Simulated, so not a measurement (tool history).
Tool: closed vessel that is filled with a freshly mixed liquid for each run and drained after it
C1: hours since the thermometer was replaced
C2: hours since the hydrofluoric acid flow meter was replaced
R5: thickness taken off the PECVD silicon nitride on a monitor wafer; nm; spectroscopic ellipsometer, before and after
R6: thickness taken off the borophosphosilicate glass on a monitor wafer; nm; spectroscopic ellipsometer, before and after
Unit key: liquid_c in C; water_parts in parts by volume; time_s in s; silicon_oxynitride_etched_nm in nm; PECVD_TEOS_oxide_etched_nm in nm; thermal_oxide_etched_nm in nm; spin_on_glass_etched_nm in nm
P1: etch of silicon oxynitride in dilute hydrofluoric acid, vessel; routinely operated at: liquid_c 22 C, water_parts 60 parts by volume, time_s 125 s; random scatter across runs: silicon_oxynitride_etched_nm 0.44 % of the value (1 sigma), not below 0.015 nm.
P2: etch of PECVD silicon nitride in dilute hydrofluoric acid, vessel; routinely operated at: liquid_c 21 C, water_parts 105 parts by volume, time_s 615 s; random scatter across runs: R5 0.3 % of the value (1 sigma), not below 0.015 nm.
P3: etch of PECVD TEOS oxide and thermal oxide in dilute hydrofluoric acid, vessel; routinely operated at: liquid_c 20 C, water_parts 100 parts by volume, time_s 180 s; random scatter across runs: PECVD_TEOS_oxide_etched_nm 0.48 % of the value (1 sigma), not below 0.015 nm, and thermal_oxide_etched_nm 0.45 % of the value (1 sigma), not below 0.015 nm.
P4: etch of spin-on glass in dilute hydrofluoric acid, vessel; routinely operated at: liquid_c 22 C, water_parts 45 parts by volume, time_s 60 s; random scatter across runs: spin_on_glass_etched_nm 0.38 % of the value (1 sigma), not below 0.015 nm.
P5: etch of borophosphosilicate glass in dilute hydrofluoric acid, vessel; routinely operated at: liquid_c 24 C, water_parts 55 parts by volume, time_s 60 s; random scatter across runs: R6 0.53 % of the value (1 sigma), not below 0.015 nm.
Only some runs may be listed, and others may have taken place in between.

{"run": 1, "hour": 9.3, "process": "P1", "liquid_c": 22, "water_parts": 60, "time_s": 125, "C1": 459.2, "C2": 299.1, "silicon_oxynitride_etched_nm": 7.1093}
{"run": 2, "hour": 19.8, "process": "P3", "liquid_c": 27.5, "water_parts": 100, "time_s": 180, "C1": 469.7, "C2": 309.6, "PECVD_TEOS_oxide_etched_nm": 38.418, "thermal_oxide_etched_nm": 8.9082}
{"run": 3, "hour": 33.8, "process": "P4", "liquid_c": 22, "water_parts": 45, "time_s": 30, "C1": 483.7, "C2": 323.6, "spin_on_glass_etched_nm": 19.883}
{"run": 4, "hour": 49.2, "process": "P2", "liquid_c": 17, "water_parts": 105, "time_s": 615, "C1": 499.1, "C2": 339, "R5": 20.867}
{"run": 5, "hour": 59.0, "process": "P3", "liquid_c": 20, "water_parts": 100, "time_s": 30, "C1": 508.9, "C2": 348.8, "PECVD_TEOS_oxide_etched_nm": 4.7694, "thermal_oxide_etched_nm": 1.1186}
{"run": 6, "hour": 69.8, "process": "P1", "liquid_c": 22, "water_parts": 60, "time_s": 125, "C1": 519.7, "C2": 359.6, "silicon_oxynitride_etched_nm": 7.1328}
{"run": 7, "hour": 88.0, "process": "P4", "liquid_c": 17, "water_parts": 45, "time_s": 60, "C1": 537.9, "C2": 377.8, "spin_on_glass_etched_nm": 31.999}
{"run": 8, "hour": 98.2, "process": "P5", "liquid_c": 24, "water_parts": 55, "time_s": 115, "C1": 548.1, "C2": 388, "R6": 96.021}
{"run": 9, "hour": 115.8, "process": "P1", "liquid_c": 28, "water_parts": 80, "time_s": 125, "C1": 565.7, "C2": 405.6, "silicon_oxynitride_etched_nm": 6.9657}
{"run": 10, "hour": 132.6, "process": "P1", "liquid_c": 22, "water_parts": 95, "time_s": 125, "C1": 582.5, "C2": 422.4, "silicon_oxynitride_etched_nm": 4.3972}
{"hour": 135.5, "done": "hydrofluoric acid flow meter replaced"}
{"run": 11, "hour": 144.1, "process": "P1", "liquid_c": 22, "water_parts": 60, "time_s": 190, "C1": 594, "C2": 8.6, "silicon_oxynitride_etched_nm": 10.875}
{"run": 12, "hour": 158.3, "process": "P2", "liquid_c": 21, "water_parts": 105, "time_s": 615, "C1": 608.2, "C2": 22.8, "R5": 27.375}
{"run": 13, "hour": 173.3, "process": "P3", "liquid_c": 20, "water_parts": 100, "time_s": 180, "C1": 623.2, "C2": 37.8, "PECVD_TEOS_oxide_etched_nm": 28.965, "thermal_oxide_etched_nm": 6.6174}
{"run": 14, "hour": 183.8, "process": "P1", "liquid_c": 22, "water_parts": 40, "time_s": 30, "C1": 633.7, "C2": 48.3, "silicon_oxynitride_etched_nm": 2.5991}
{"run": 15, "hour": 197.5, "process": "P2", "liquid_c": 21, "water_parts": 105, "time_s": 1110, "C1": 647.4, "C2": 62, "R5": 49.519}
{"run": 16, "hour": 215.9, "process": "P4", "liquid_c": 22, "water_parts": 20, "time_s": 60, "C1": 665.8, "C2": 80.4, "spin_on_glass_etched_nm": 91.848}
{"run": 17, "hour": 225.3, "process": "P5", "liquid_c": 24, "water_parts": 55, "time_s": 60, "C1": 675.2, "C2": 89.8, "R6": 50.796}
{"run": 18, "hour": 235.7, "process": "P1", "liquid_c": 22, "water_parts": 60, "time_s": 60, "C1": 685.6, "C2": 100.2, "silicon_oxynitride_etched_nm": 3.404}
{"run": 19, "hour": 248.0, "process": "P4", "liquid_c": 22, "water_parts": 45, "time_s": 60, "C1": 697.9, "C2": 112.5, "spin_on_glass_etched_nm": 39.67}
{"run": 20, "hour": 265.3, "process": "P3", "liquid_c": 20, "water_parts": 25, "time_s": 180, "C1": 715.2, "C2": 129.8, "PECVD_TEOS_oxide_etched_nm": 125.69, "thermal_oxide_etched_nm": 28.575}
{"run": 21, "hour": 281.4, "process": "P1", "liquid_c": 30, "water_parts": 60, "time_s": 125, "C1": 731.3, "C2": 145.9, "silicon_oxynitride_etched_nm": 10.374}
{"run": 22, "hour": 291.6, "process": "P1", "liquid_c": 22, "water_parts": 20, "time_s": 125, "C1": 741.5, "C2": 156.1, "silicon_oxynitride_etched_nm": 21.988}
{"run": 23, "hour": 306.7, "process": "P1", "liquid_c": 17, "water_parts": 60, "time_s": 125, "C1": 756.6, "C2": 171.2, "silicon_oxynitride_etched_nm": 5.4989}
{"hour": 307.7, "done": "thermometer replaced"}
{"run": 24, "hour": 316.5, "process": "P5", "liquid_c": 18, "water_parts": 55, "time_s": 60, "C1": 8.9, "C2": 181, "R6": 39.316}
{"run": 25, "hour": 334.3, "process": "P3", "liquid_c": 20, "water_parts": 100, "time_s": 180, "C1": 26.7, "C2": 198.8, "PECVD_TEOS_oxide_etched_nm": 28.426, "thermal_oxide_etched_nm": 6.6355}
{"run": 26, "hour": 343.9, "process": "P1", "liquid_c": 22, "water_parts": 60, "time_s": 125, "C1": 36.3, "C2": 208.4, "silicon_oxynitride_etched_nm": 7.1738}
{"run": 27, "hour": 354.2, "process": "P1", "liquid_c": 22, "water_parts": 60, "time_s": 125, "C1": 46.6, "C2": 218.7, "silicon_oxynitride_etched_nm": 7.1559}
{"run": 28, "hour": 364.2, "process": "P1", "liquid_c": 22, "water_parts": 100, "time_s": 175, "C1": 56.6, "C2": 228.7, "silicon_oxynitride_etched_nm": 5.8297}
{"run": 29, "hour": 377.2, "process": "P2", "liquid_c": 21, "water_parts": 105, "time_s": 615, "C1": 69.6, "C2": 241.7, "R5": 27.415}
{"run": 30, "hour": 392.1, "process": "P5", "liquid_c": 24, "water_parts": 20, "time_s": 60, "C1": 84.5, "C2": 256.6, "R6": 145.4}
{"run": 31, "hour": 405.8, "process": "P2", "liquid_c": 21, "water_parts": 175, "time_s": 615, "C1": 98.2, "C2": 270.3, "R5": 16.692}
{"run": 32, "hour": 420.0, "process": "P1", "liquid_c": 22, "water_parts": 60, "time_s": 125, "C1": 112.4, "C2": 284.5, "silicon_oxynitride_etched_nm": 7.1381}
{"run": 33, "hour": 433.6, "process": "P1", "liquid_c": 22, "water_parts": 60, "time_s": 125, "C1": 126, "C2": 298.1, "silicon_oxynitride_etched_nm": 6.902}
{"run": 34, "hour": 448.1, "process": "P1", "liquid_c": 22, "water_parts": 60, "time_s": 125, "C1": 140.5, "C2": 312.6, "silicon_oxynitride_etched_nm": 6.807}
{"run": 35, "hour": 461.4, "process": "P1", "liquid_c": 22, "water_parts": 60, "time_s": 125, "C1": 153.8, "C2": 325.9, "silicon_oxynitride_etched_nm": 6.6797}
{"run": 36, "hour": 479.8, "process": "P1", "liquid_c": 22, "water_parts": 60, "time_s": 125, "C1": 172.2, "C2": 344.3, "silicon_oxynitride_etched_nm": 6.6585}
{"run": 37, "hour": 493.7, "process": "P1", "liquid_c": 22, "water_parts": 60, "time_s": 125, "C1": 186.1, "C2": 358.2, "silicon_oxynitride_etched_nm": 6.6681}
{"run": 38, "hour": 511.8, "process": "P1", "liquid_c": 22, "water_parts": 60, "time_s": 125, "C1": 204.2, "C2": 376.3, "silicon_oxynitride_etched_nm": 6.6041}
{"run": 39, "hour": 521.8, "process": "P1", "liquid_c": 22, "water_parts": 60, "time_s": 125, "C1": 214.2, "C2": 386.3, "silicon_oxynitride_etched_nm": 6.6407}

The output of P1 has drifted from where it used to be. Each of the 2 causes below, taken at the size shown beside it, accounts for the log equally well:
A: liquid colder than its thermometer reads (K) = 1.5
B: hydrofluoric acid flow below the setpoint (%) = 6.81
The drift started at roughly hour 420.

Which of the 4 check runs listed below separates the causes, so that each cause would produce a clearly different result? Each run uses one wafer, and its results are marked with question marks.
{"run": "check 1", "hour": 531.8, "process": "P4", "liquid_c": 17, "water_parts": 25, "time_s": 60, "spin_on_glass_etched_nm": "?"}
{"run": "check 2", "hour": 531.8, "process": "P5", "liquid_c": 24, "water_parts": 20, "time_s": 105, "R6": "?"}
{"run": "check 3", "hour": 531.8, "process": "P3", "liquid_c": 20, "water_parts": 30, "time_s": 30, "PECVD_TEOS_oxide_etched_nm": "?", "thermal_oxide_etched_nm": "?"}
{"run": "check 4", "hour": 531.8, "process": "P2", "liquid_c": 21, "water_parts": 160, "time_s": 615, "R5": "?"}

Predicted outcomes, by check and by cause:
check=check_1 result=spin_on_glass_etched_nm if_A=55.119 if_B=54.792
check=check_2 result=R6 if_A=238.23 if_B=236.15
check=check_3 result=PECVD_TEOS_oxide_etched_nm if_A=16.167 if_B=16.036
check=check_3 result=thermal_oxide_etched_nm if_A=3.7189 if_B=3.6889
check=check_4 result=R5 if_A=16.457 if_B=16.97
Separation of the two closest causes in each check, using whichever result separates them best: check 1 0.6 %; check 2 0.88 %; check 3 0.81 %; check 4 3.07 %
Check 4 distinguishes between the causes, while the remaining checks would return nearly the same result for all of them.

With check 4 done, the readings were: R5 16.536 nm. Identify which of the listed causes applies.

It was cause A: liquid colder than its thermometer reads (K).
